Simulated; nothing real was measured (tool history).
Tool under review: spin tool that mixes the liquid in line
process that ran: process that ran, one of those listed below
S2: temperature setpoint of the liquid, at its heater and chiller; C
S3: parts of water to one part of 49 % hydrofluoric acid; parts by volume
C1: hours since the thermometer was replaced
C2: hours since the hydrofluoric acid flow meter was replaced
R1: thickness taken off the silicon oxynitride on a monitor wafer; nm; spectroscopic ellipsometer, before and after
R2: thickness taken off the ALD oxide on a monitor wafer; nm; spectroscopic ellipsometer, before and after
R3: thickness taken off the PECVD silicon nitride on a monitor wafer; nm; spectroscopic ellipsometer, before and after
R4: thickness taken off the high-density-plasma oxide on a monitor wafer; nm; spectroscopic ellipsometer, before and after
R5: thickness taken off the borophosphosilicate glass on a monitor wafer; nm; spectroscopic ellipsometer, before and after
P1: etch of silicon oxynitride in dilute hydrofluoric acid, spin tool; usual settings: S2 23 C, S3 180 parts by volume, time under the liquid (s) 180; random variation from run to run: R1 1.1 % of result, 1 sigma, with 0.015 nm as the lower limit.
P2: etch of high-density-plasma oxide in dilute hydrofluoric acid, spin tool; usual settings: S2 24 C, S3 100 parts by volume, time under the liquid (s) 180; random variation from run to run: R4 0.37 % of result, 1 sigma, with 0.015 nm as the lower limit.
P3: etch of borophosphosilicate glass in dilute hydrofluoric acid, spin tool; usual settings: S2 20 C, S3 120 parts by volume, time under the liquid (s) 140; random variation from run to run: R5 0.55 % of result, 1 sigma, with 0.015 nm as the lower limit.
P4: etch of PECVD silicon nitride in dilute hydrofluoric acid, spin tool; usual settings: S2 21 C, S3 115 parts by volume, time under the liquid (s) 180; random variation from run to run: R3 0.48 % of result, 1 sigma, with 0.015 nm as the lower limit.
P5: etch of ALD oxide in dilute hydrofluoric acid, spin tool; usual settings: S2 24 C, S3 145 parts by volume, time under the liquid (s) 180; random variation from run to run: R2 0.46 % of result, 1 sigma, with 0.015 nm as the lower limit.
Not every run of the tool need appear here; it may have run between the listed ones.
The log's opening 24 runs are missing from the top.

Run 25, hour 121.3: process that ran P3, S2 26 C, S3 120 parts by volume, time under the liquid (s) 140; C1 729.1; C2 502. Result: R5 51.109 nm.
Run 26, hour 126.4: process that ran P1, S2 23 C, S3 180 parts by volume, time under the liquid (s) 180; C1 734.2; C2 507.1. Result: R1 1.8659 nm.
Run 27, hour 131.3: process that ran P1, S2 23 C, S3 180 parts by volume, time under the liquid (s) 345; C1 739.1; C2 512. Result: R1 3.5191 nm.
Run 28, hour 136.9: process that ran P2, S2 24 C, S3 100 parts by volume, time under the liquid (s) 15; C1 744.7; C2 517.6. Result: R4 0.85116 nm.
Run 29, hour 142: process that ran P3, S2 20 C, S3 120 parts by volume, time under the liquid (s) 140; C1 749.8; C2 522.7. Result: R5 40.289 nm.
Run 30, hour 148.2: process that ran P1, S2 23 C, S3 180 parts by volume, time under the liquid (s) 180; C1 756; C2 528.9. Result: R1 1.8591 nm.
Run 31, hour 154.1: process that ran P3, S2 20 C, S3 120 parts by volume, time under the liquid (s) 15; C1 761.9; C2 534.8. Result: R5 4.2883 nm.
Run 32, hour 159.3: process that ran P1, S2 23 C, S3 180 parts by volume, time under the liquid (s) 180; C1 767.1; C2 540. Result: R1 1.9142 nm.
Run 33, hour 166: process that ran P1, S2 23 C, S3 180 parts by volume, time under the liquid (s) 180; C1 773.8; C2 546.7. Result: R1 1.8652 nm.
Run 34, hour 170.2: process that ran P1, S2 23 C, S3 180 parts by volume, time under the liquid (s) 180; C1 778; C2 550.9. Result: R1 1.8017 nm.
Run 35, hour 175.8: process that ran P1, S2 23 C, S3 180 parts by volume, time under the liquid (s) 180; C1 783.6; C2 556.5. Result: R1 1.8064 nm.
Run 36, hour 182.5: process that ran P1, S2 23 C, S3 180 parts by volume, time under the liquid (s) 180; C1 790.3; C2 563.2. Result: R1 1.7305 nm.
Run 37, hour 185.8: process that ran P1, S2 23 C, S3 180 parts by volume, time under the liquid (s) 180; C1 793.6; C2 566.5. Result: R1 1.738 nm.
Run 38, hour 189.1: process that ran P1, S2 23 C, S3 180 parts by volume, time under the liquid (s) 180; C1 796.9; C2 569.8. Result: R1 1.8043 nm.
Run 39, hour 193.1: process that ran P1, S2 23 C, S3 180 parts by volume, time under the liquid (s) 180; C1 800.9; C2 573.8. Result: R1 1.7372 nm.
Run 40, hour 198.2: process that ran P1, S2 23 C, S3 180 parts by volume, time under the liquid (s) 180; C1 806; C2 578.9. Result: R1 1.7388 nm.
Run 41, hour 204: process that ran P1, S2 23 C, S3 180 parts by volume, time under the liquid (s) 180; C1 811.8; C2 584.7. Result: R1 1.7937 nm.

For run 42, what comes out?
Run 42, hour 208.8: process that ran P1, S2 23 C, S3 180 parts by volume, time under the liquid (s) 180; C1 816.6; C2 589.5. Result: R1 ?.

{"run 42": {"R1": 1.7416}}

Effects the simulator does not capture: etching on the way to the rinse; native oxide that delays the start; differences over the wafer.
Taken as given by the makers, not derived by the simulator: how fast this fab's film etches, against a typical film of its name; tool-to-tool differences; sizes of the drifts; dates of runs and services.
